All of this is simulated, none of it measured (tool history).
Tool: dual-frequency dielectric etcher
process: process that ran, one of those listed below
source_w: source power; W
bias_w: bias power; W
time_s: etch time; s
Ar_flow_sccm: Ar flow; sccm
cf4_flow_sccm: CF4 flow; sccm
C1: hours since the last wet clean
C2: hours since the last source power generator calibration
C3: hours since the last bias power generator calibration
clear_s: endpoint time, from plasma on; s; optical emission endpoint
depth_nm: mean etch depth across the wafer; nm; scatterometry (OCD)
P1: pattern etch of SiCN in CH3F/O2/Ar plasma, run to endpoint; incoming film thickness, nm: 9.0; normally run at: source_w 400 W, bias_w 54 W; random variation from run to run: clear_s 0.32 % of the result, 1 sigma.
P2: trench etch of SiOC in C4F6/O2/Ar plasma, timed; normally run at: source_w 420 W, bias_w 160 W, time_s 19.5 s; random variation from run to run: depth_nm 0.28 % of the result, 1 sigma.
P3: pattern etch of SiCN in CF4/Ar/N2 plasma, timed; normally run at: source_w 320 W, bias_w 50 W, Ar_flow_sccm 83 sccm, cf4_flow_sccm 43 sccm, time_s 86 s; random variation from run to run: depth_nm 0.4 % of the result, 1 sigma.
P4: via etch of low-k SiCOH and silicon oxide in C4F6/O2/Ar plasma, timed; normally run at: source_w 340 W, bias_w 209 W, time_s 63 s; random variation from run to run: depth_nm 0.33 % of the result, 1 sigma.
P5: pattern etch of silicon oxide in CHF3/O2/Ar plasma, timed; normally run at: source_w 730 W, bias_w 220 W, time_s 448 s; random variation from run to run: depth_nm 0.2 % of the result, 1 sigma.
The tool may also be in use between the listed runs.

run 1 day=0.288 | process=P1 source_w=400 bias_w=54 | C1=174.5 C2=2320.1 C3=1382.9 | clear_s=26.151
run 2 day=0.875 | process=P4 source_w=340 bias_w=122 time_s=63 | C1=188.6 C2=2334.2 C3=1397 | depth_nm=135.62
run 3 day=1.396 | process=P3 source_w=400 bias_w=50 time_s=86 Ar_flow_sccm=83 cf4_flow_sccm=43 | C1=201.1 C2=2346.7 C3=1409.5 | depth_nm=51.426
run 4 day=1.671 | process=P1 source_w=540 bias_w=54 | C1=207.7 C2=2353.3 C3=1416.1 | clear_s=23.161
run 5 day=1.996 | process=P1 source_w=260 bias_w=54 | C1=215.5 C2=2361.1 C3=1423.9 | clear_s=30.608
run 6 day=2.254 | process=P4 source_w=340 bias_w=209 time_s=63 | C1=221.7 C2=2367.3 C3=1430.1 | depth_nm=159.52
run 7 day=2.558 | process=P5 source_w=730 bias_w=220 time_s=448 | C1=229 C2=2374.6 C3=1437.4 | depth_nm=1008.2
run 8 day=3.092 | process=P2 source_w=420 bias_w=160 time_s=29.5 | C1=241.8 C2=2387.4 C3=1450.2 | depth_nm=61.103
run 9 day=3.442 | process=P1 source_w=400 bias_w=54 | C1=250.2 C2=2395.8 C3=1458.6 | clear_s=25.99
run 10 day=3.788 | process=P1 source_w=400 bias_w=54 | C1=258.5 C2=2404.1 C3=1466.9 | clear_s=25.939
run 11 day=4.121 | process=P1 source_w=400 bias_w=44 | C1=266.5 C2=2412.1 C3=1474.9 | clear_s=27.973
run 12 day=4.692 | process=P3 source_w=320 bias_w=34 time_s=86 Ar_flow_sccm=83 cf4_flow_sccm=43 | C1=280.2 C2=2425.8 C3=1488.6 | depth_nm=37.337
run 13 day=5.188 | process=P5 source_w=450 bias_w=220 time_s=448 | C1=292.1 C2=2437.7 C3=1500.5 | depth_nm=841.26
run 14 day=5.629 | process=P1 source_w=400 bias_w=54 | C1=302.7 C2=2448.3 C3=1511.1 | clear_s=26.009
run 15 day=6.038 | process=P1 source_w=470 bias_w=75 | C1=312.5 C2=2458.1 C3=1520.9 | clear_s=22.009
run 16 day=6.558 | process=P3 source_w=320 bias_w=50 time_s=86 Ar_flow_sccm=83 cf4_flow_sccm=43 | C1=325 C2=2470.6 C3=1533.4 | depth_nm=42.386
run 17 day=6.825 | process=P1 source_w=400 bias_w=68 | C1=331.4 C2=2477 C3=1539.8 | clear_s=24.018
run 18 day=7.2 | process=P3 source_w=320 bias_w=50 time_s=86 Ar_flow_sccm=52 cf4_flow_sccm=43 | C1=340.4 C2=2486 C3=1548.8 | depth_nm=46.09
run 19 day=7.596 | process=P4 source_w=240 bias_w=209 time_s=63 | C1=349.9 C2=2495.5 C3=1558.3 | depth_nm=140.78
run 20 day=8.167 | process=P1 source_w=400 bias_w=54 | C1=363.6 C2=2509.2 C3=1572 | clear_s=26.062
run 21 day=8.646 | process=P4 source_w=340 bias_w=209 time_s=91.5 | C1=375.1 C2=2520.7 C3=1583.5 | depth_nm=232.71
run 22 day=9.138 | process=P2 source_w=260 bias_w=160 time_s=19.5 | C1=386.9 C2=2532.5 C3=1595.3 | depth_nm=33.593
run 23 day=9.579 | process=P2 source_w=420 bias_w=103 time_s=19.5 | C1=397.5 C2=2543.1 C3=1605.9 | depth_nm=35.46
run 24 day=9.917 | process=P3 source_w=320 bias_w=50 time_s=86 Ar_flow_sccm=83 cf4_flow_sccm=31 | C1=405.6 C2=2551.2 C3=1614 | depth_nm=39.867
run 25 day=10.283 | process=P5 source_w=730 bias_w=220 time_s=275.5 | C1=414.4 C2=2560 C3=1622.8 | depth_nm=619.32
run 26 day=10.562 | process=P3 source_w=320 bias_w=50 time_s=128.5 Ar_flow_sccm=83 cf4_flow_sccm=43 | C1=421.1 C2=2566.7 C3=1629.5 | depth_nm=63.43
run 27 day=11.067 | process=P5 source_w=730 bias_w=165 time_s=448 | C1=433.2 C2=2578.8 C3=1641.6 | depth_nm=915.53
run 28 day=11.633 | process=P2 source_w=420 bias_w=160 time_s=19.5 | C1=446.8 C2=2592.4 C3=1655.2 | depth_nm=40.352
run 29 day=11.908 | process=P1 source_w=400 bias_w=54 | C1=453.4 C2=2599 C3=1661.8 | clear_s=26.077
run 30 day=12.3 | process=P1 source_w=400 bias_w=54 | C1=462.8 C2=2608.4 C3=1671.2 | clear_s=26.047
run 31 day=12.642 | process=P1 source_w=400 bias_w=54 | C1=471 C2=2616.6 C3=1679.4 | clear_s=26.276
run 32 day=13.05 | process=P1 source_w=400 bias_w=54 | C1=480.8 C2=2626.4 C3=1689.2 | clear_s=26.287
run 33 day=13.496 | process=P1 source_w=400 bias_w=54 | C1=491.5 C2=2637.1 C3=1699.9 | clear_s=26.331
run 34 day=13.85 | process=P1 source_w=400 bias_w=54 | C1=500 C2=2645.6 C3=1708.4 | clear_s=26.375
-- day=14.267 wet clean of the chamber
run 35 day=14.283 | process=P1 source_w=400 bias_w=54 | C1=0.5 C2=2656 C3=1718.8 | clear_s=26.235
run 36 day=14.775 | process=P1 source_w=400 bias_w=54 | C1=12.3 C2=2667.8 C3=1730.6 | clear_s=26.424
run 37 day=15.258 | process=P1 source_w=400 bias_w=54 | C1=23.9 C2=2679.4 C3=1742.2 | clear_s=26.445
run 38 day=15.583 | process=P1 source_w=400 bias_w=54 | C1=31.7 C2=2687.2 C3=1750 | clear_s=26.441

What P1 gives has crept away from where it was. These 2 causes fit the log equally well, each at the size given:
A: bias power that arrives under what is set, % = 4.79
B: source power that arrives under what is set, % = 4.12
The creep began at about day 11.908.
Why every other cause is out:
chamber walls in a state that lowers the etch rate, %: serviced at day 14.267, which brought nothing back

4 check runs are offered, each on 2 wafers whose results are averaged, their results left as question marks. Which one tells the causes apart?
run check 1 day=15.908 | process=P5 source_w=450 bias_w=178 time_s=448 | depth_nm=?
run check 2 day=15.908 | process=P4 source_w=340 bias_w=129 time_s=63 | depth_nm=?
run check 3 day=15.908 | process=P2 source_w=260 bias_w=160 time_s=24 | depth_nm=?
run check 4 day=15.908 | process=P3 source_w=320 bias_w=50 time_s=124 Ar_flow_sccm=57 cf4_flow_sccm=43 | depth_nm=?

What each check would give under each cause:
check=check_1 result=depth_nm if_A=768.27 if_B=768.82
check=check_2 result=depth_nm if_A=136.15 if_B=135.85
check=check_3 result=depth_nm if_A=40.509 if_B=40.478
check=check_4 result=depth_nm if_A=64.12 if_B=62.762
How far apart the two closest causes lie, in the result that separates them most: check 1 0.07 %; check 2 0.22 %; check 3 0.08 %; check 4 2.14 %
Only check 4 tells the causes apart: in the others they would give nearly the same result.

Check 4 was then run and gave: depth_nm 64.122 nm. Which cause is it?

It is A: bias power that arrives under what is set, %.
